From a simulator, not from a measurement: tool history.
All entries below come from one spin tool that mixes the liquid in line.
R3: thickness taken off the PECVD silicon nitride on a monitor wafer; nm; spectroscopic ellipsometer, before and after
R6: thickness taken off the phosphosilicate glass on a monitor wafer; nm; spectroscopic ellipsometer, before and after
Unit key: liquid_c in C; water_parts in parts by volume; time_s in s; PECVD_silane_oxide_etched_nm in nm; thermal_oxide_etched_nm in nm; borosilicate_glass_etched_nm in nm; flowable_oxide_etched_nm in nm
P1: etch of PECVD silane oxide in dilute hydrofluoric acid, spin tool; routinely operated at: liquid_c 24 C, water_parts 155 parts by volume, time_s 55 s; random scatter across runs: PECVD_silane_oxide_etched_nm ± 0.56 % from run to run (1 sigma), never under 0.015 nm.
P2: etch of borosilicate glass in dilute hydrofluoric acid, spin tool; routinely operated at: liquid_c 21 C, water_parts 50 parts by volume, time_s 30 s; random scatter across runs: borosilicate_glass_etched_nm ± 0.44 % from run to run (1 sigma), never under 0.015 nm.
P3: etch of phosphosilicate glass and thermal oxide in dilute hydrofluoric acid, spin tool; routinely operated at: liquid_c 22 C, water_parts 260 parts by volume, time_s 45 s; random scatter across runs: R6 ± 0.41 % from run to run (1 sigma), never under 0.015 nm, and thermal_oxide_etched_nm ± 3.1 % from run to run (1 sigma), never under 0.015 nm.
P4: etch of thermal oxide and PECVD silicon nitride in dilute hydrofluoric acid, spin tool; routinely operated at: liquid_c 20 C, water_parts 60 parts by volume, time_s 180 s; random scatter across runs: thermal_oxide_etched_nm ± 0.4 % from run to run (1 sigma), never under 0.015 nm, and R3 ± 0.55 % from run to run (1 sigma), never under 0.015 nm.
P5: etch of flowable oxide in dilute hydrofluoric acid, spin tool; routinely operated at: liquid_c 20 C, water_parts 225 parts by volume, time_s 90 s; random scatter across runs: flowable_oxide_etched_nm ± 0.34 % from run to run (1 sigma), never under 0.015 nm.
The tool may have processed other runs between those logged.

{"run": 1, "hour": 5.7, "process": "P1", "liquid_c": 24, "water_parts": 155, "time_s": 55, "PECVD_silane_oxide_etched_nm": 8.5676}
{"run": 2, "hour": 15.0, "process": "P1", "liquid_c": 24, "water_parts": 20, "time_s": 55, "PECVD_silane_oxide_etched_nm": 78.643}
{"run": 3, "hour": 21.5, "process": "P1", "liquid_c": 24, "water_parts": 155, "time_s": 55, "PECVD_silane_oxide_etched_nm": 8.542}
{"run": 4, "hour": 28.5, "process": "P4", "liquid_c": 20, "water_parts": 60, "time_s": 75, "thermal_oxide_etched_nm": 5.0726, "R3": 1.5597}
{"run": 5, "hour": 35.1, "process": "P2", "liquid_c": 21, "water_parts": 50, "time_s": 30, "borosilicate_glass_etched_nm": 24.749}
{"run": 6, "hour": 39.5, "process": "P5", "liquid_c": 20, "water_parts": 225, "time_s": 90, "flowable_oxide_etched_nm": 15.289}
{"run": 7, "hour": 44.3, "process": "P4", "liquid_c": 20, "water_parts": 60, "time_s": 180, "thermal_oxide_etched_nm": 12.027, "R3": 3.7617}
{"run": 8, "hour": 53.2, "process": "P1", "liquid_c": 24, "water_parts": 270, "time_s": 55, "PECVD_silane_oxide_etched_nm": 4.3807}
{"run": 9, "hour": 57.9, "process": "P3", "liquid_c": 22, "water_parts": 260, "time_s": 45, "thermal_oxide_etched_nm": 0.66555, "R6": 13.012}
{"run": 10, "hour": 66.8, "process": "P2", "liquid_c": 25.5, "water_parts": 50, "time_s": 30, "borosilicate_glass_etched_nm": 29.967}
{"run": 11, "hour": 76.0, "process": "P1", "liquid_c": 32, "water_parts": 155, "time_s": 55, "PECVD_silane_oxide_etched_nm": 11.563}
{"run": 12, "hour": 80.8, "process": "P3", "liquid_c": 22, "water_parts": 125, "time_s": 45, "thermal_oxide_etched_nm": 1.5106, "R6": 31.346}
{"run": 13, "hour": 86.6, "process": "P3", "liquid_c": 28.5, "water_parts": 260, "time_s": 45, "thermal_oxide_etched_nm": 0.82807, "R6": 16.364}
{"run": 14, "hour": 94.9, "process": "P5", "liquid_c": 17, "water_parts": 225, "time_s": 90, "flowable_oxide_etched_nm": 13.608}
{"run": 15, "hour": 100.0, "process": "P1", "liquid_c": 24, "water_parts": 155, "time_s": 95, "PECVD_silane_oxide_etched_nm": 14.839}
{"run": 16, "hour": 108.2, "process": "P5", "liquid_c": 20, "water_parts": 90, "time_s": 90, "flowable_oxide_etched_nm": 43.999}
{"run": 17, "hour": 113.1, "process": "P3", "liquid_c": 22, "water_parts": 260, "time_s": 45, "thermal_oxide_etched_nm": 0.62948, "R6": 13.141}
{"run": 18, "hour": 118.0, "process": "P4", "liquid_c": 24.5, "water_parts": 60, "time_s": 180, "thermal_oxide_etched_nm": 14.544, "R3": 5.1334}
{"run": 19, "hour": 123.0, "process": "P1", "liquid_c": 27.5, "water_parts": 40, "time_s": 55, "PECVD_silane_oxide_etched_nm": 44.573}
{"run": 20, "hour": 129.1, "process": "P1", "liquid_c": 24, "water_parts": 155, "time_s": 55, "PECVD_silane_oxide_etched_nm": 8.6259}
{"run": 21, "hour": 138.7, "process": "P1", "liquid_c": 20, "water_parts": 155, "time_s": 55, "PECVD_silane_oxide_etched_nm": 7.2818}
{"run": 22, "hour": 148.0, "process": "P2", "liquid_c": 21, "water_parts": 85, "time_s": 30, "borosilicate_glass_etched_nm": 13.944}
{"run": 23, "hour": 156.0, "process": "P5", "liquid_c": 20, "water_parts": 225, "time_s": 90, "flowable_oxide_etched_nm": 15.371}
{"run": 24, "hour": 161.0, "process": "P1", "liquid_c": 24, "water_parts": 265, "time_s": 80, "PECVD_silane_oxide_etched_nm": 6.5586}
{"run": 25, "hour": 166.8, "process": "P3", "liquid_c": 22, "water_parts": 260, "time_s": 15, "thermal_oxide_etched_nm": 0.24961, "R6": 4.3421}
{"run": 26, "hour": 174.5, "process": "P1", "liquid_c": 24, "water_parts": 155, "time_s": 55, "PECVD_silane_oxide_etched_nm": 8.6557}
{"run": 27, "hour": 180.0, "process": "P4", "liquid_c": 20, "water_parts": 20, "time_s": 180, "thermal_oxide_etched_nm": 38.004, "R3": 10.872}
{"run": 28, "hour": 188.4, "process": "P5", "liquid_c": 20, "water_parts": 225, "time_s": 15, "flowable_oxide_etched_nm": 2.5336}
{"run": 29, "hour": 195.9, "process": "P1", "liquid_c": 24, "water_parts": 155, "time_s": 55, "PECVD_silane_oxide_etched_nm": 8.4988}
{"run": 30, "hour": 202.4, "process": "P1", "liquid_c": 24, "water_parts": 155, "time_s": 55, "PECVD_silane_oxide_etched_nm": 8.5396}
{"run": 31, "hour": 208.1, "process": "P2", "liquid_c": 21, "water_parts": 50, "time_s": 60, "borosilicate_glass_etched_nm": 49.367}
{"run": 32, "hour": 215.7, "process": "P1", "liquid_c": 24, "water_parts": 155, "time_s": 20, "PECVD_silane_oxide_etched_nm": 3.1128}
{"run": 33, "hour": 221.1, "process": "P1", "liquid_c": 24, "water_parts": 155, "time_s": 55, "PECVD_silane_oxide_etched_nm": 8.5331}
{"run": 34, "hour": 226.6, "process": "P1", "liquid_c": 24, "water_parts": 155, "time_s": 55, "PECVD_silane_oxide_etched_nm": 8.9146}
{"run": 35, "hour": 232.6, "process": "P1", "liquid_c": 24, "water_parts": 155, "time_s": 55, "PECVD_silane_oxide_etched_nm": 9.1123}
{"run": 36, "hour": 239.3, "process": "P1", "liquid_c": 24, "water_parts": 155, "time_s": 55, "PECVD_silane_oxide_etched_nm": 9.1136}
{"run": 37, "hour": 244.5, "process": "P1", "liquid_c": 24, "water_parts": 155, "time_s": 55, "PECVD_silane_oxide_etched_nm": 9.3056}
{"run": 38, "hour": 250.1, "process": "P1", "liquid_c": 24, "water_parts": 155, "time_s": 55, "PECVD_silane_oxide_etched_nm": 9.3147}
{"run": 39, "hour": 256.9, "process": "P1", "liquid_c": 24, "water_parts": 155, "time_s": 55, "PECVD_silane_oxide_etched_nm": 9.2356}

What P1 gives has crept away from where it was. These 2 causes fit the log equally well, each at the size given:
A: liquid hotter than its thermometer reads (K) = 2.07
B: hydrofluoric acid flow above the setpoint (%) = 6.88
Onset of the creep was near hour 221.1.

Consider the 4 single-wafer check runs listed below, results given as question marks: which one distinguishes between the causes by giving clearly different results for each?
{"run": "check 1", "hour": 263.7, "process": "P2", "liquid_c": 24, "water_parts": 80, "time_s": 30, "borosilicate_glass_etched_nm": "?"}
{"run": "check 2", "hour": 263.7, "process": "P5", "liquid_c": 17, "water_parts": 225, "time_s": 15, "flowable_oxide_etched_nm": "?"}
{"run": "check 3", "hour": 263.7, "process": "P3", "liquid_c": 22, "water_parts": 140, "time_s": 15, "thermal_oxide_etched_nm": "?", "R6": "?"}
{"run": "check 4", "hour": 263.7, "process": "P4", "liquid_c": 23, "water_parts": 60, "time_s": 180, "thermal_oxide_etched_nm": "?", "R3": "?"}

What every check run would give for each of its results, assuming each possible cause in turn:
check=check_1 result=borosilicate_glass_etched_nm if_A=18.291 if_B=18.12
check=check_2 result=flowable_oxide_etched_nm if_A=2.46 if_B=2.4576
check=check_3 result=thermal_oxide_etched_nm if_A=0.49787 if_B=0.49593
check=check_3 result=R6 if_A=9.909 if_B=9.8703
check=check_4 result=thermal_oxide_etched_nm if_A=14.827 if_B=14.634
check=check_4 result=R3 if_A=5.3038 if_B=4.9266
Minimum pairwise separation of causes per check, each pair taken at its best-separating result: check 1 0.94 %; check 2 0.1 %; check 3 0.39 %; check 4 7.38 %
Only in check 4 would the causes give clearly different results; in the remaining checks their results would be nearly the same.

Running check 4 produced the following: thermal_oxide_etched_nm 14.87 nm; R3 5.32 nm. Which one of the listed causes fits?

It is A: liquid hotter than its thermometer reads (K).
